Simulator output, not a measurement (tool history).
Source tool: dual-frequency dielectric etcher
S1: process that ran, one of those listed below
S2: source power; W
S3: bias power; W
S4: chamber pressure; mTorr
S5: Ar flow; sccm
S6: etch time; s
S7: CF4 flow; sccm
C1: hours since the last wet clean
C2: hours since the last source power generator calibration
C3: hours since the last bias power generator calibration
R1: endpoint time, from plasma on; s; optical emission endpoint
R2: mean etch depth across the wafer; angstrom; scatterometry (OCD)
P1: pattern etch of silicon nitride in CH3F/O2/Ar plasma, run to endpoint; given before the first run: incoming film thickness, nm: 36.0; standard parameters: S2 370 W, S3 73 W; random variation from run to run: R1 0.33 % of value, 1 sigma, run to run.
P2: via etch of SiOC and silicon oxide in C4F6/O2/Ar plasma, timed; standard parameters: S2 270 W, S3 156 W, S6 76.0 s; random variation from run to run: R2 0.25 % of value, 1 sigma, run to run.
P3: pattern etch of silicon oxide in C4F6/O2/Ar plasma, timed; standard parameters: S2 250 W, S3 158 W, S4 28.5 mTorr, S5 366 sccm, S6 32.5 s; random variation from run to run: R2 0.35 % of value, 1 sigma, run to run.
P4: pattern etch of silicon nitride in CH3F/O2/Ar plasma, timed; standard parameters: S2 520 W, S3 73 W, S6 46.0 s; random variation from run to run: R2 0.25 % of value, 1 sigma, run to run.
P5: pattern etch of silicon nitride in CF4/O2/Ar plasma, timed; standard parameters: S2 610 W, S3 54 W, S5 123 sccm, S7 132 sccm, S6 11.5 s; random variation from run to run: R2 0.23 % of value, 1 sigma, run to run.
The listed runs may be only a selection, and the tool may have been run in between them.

run   hour  S1   S2   S3    S4   S5    S6   S7     C1      C2      C3      R1       R2
  1    6.3  P1  370   73                        237.5   995.0  1351.7  54.566
  2   12.7  P1  370   73                        243.9  1001.4  1358.1  54.869
  3   20.8  P1  430   55                        252.0  1009.5  1366.2  56.792
  4   30.2  P3  340  158  28.5  366  32.5       261.4  1018.9  1375.6           931.64
  5   38.7  P5  480   54        123  11.5  132  269.9  1027.4  1384.1           218.19
  6   44.9  P1  510   87                        276.1  1033.6  1390.3  45.445
  7   51.1  P2  270  221             76.0       282.3  1039.8  1396.5           799.61
  8   61.7  P5  610   54        175  11.5  132  292.9  1050.4  1407.1           257.52
  9   68.9  P1  510   73                        300.1  1057.6  1414.3  48.654
 10   81.3  P1  370   73                        312.5  1070.0  1426.7  54.911
 11   87.8  P4  710   73             46.0       319.0  1076.5  1433.2           404.84
      88.9  -- source power generator calibrated
 12   99.7  P4  520   73             46.0       330.9    10.8  1445.1           360.55
 13  108.2  P2  160  156             76.0       339.4    19.3  1453.6           581.61
 14  116.1  P1  370   73                        347.3    27.2  1461.5  54.584
 15  123.5  P4  520   55             46.0       354.7    34.6  1468.9           329.12
 16  129.9  P2  270  156             76.0       361.1    41.0  1475.3           707.87
 17  140.4  P3  250  224  28.5  366  32.5       371.6    51.5  1485.8           928.60
 18  150.3  P5  610   54        123   7.5  132  381.5    61.4  1495.7           176.27
 19  155.8  P3  250  158  28.5  263  32.5       387.0    66.9  1501.2           857.78
 20  162.2  P3  250  158  28.5  366  32.5       393.4    73.3  1507.6           830.37
 21  174.4  P3  250  158  34.5  366  32.5       405.6    85.5  1519.8           810.10
 22  186.1  P5  610   54        123  11.5   88  417.3    97.2  1531.5           256.41
 23  195.2  P1  370   73                        426.4   106.3  1540.6  54.494
 24  203.8  P1  370   73                        435.0   114.9  1549.2  54.556
 25  213.2  P5  610   36        123  11.5  132  444.4   124.3  1558.6           234.16
 26  222.9  P1  280   73                        454.1   134.0  1568.3  60.915
 27  228.6  P4  520   73             46.0       459.8   139.7  1574.0           358.80
 28  239.2  P1  370   89                        470.4   150.3  1584.6  51.083
 29  245.1  P4  520   73             30.5       476.3   156.2  1590.5           239.37
 30  252.7  P3  250  158  28.5  366  48.5       483.9   163.8  1598.1          1232.30

The next listed run, before its measurement:
 31  258.4  P1  370  51                  489.6  169.5  1603.8   ?

Run 31 produced R1 61.491 s.
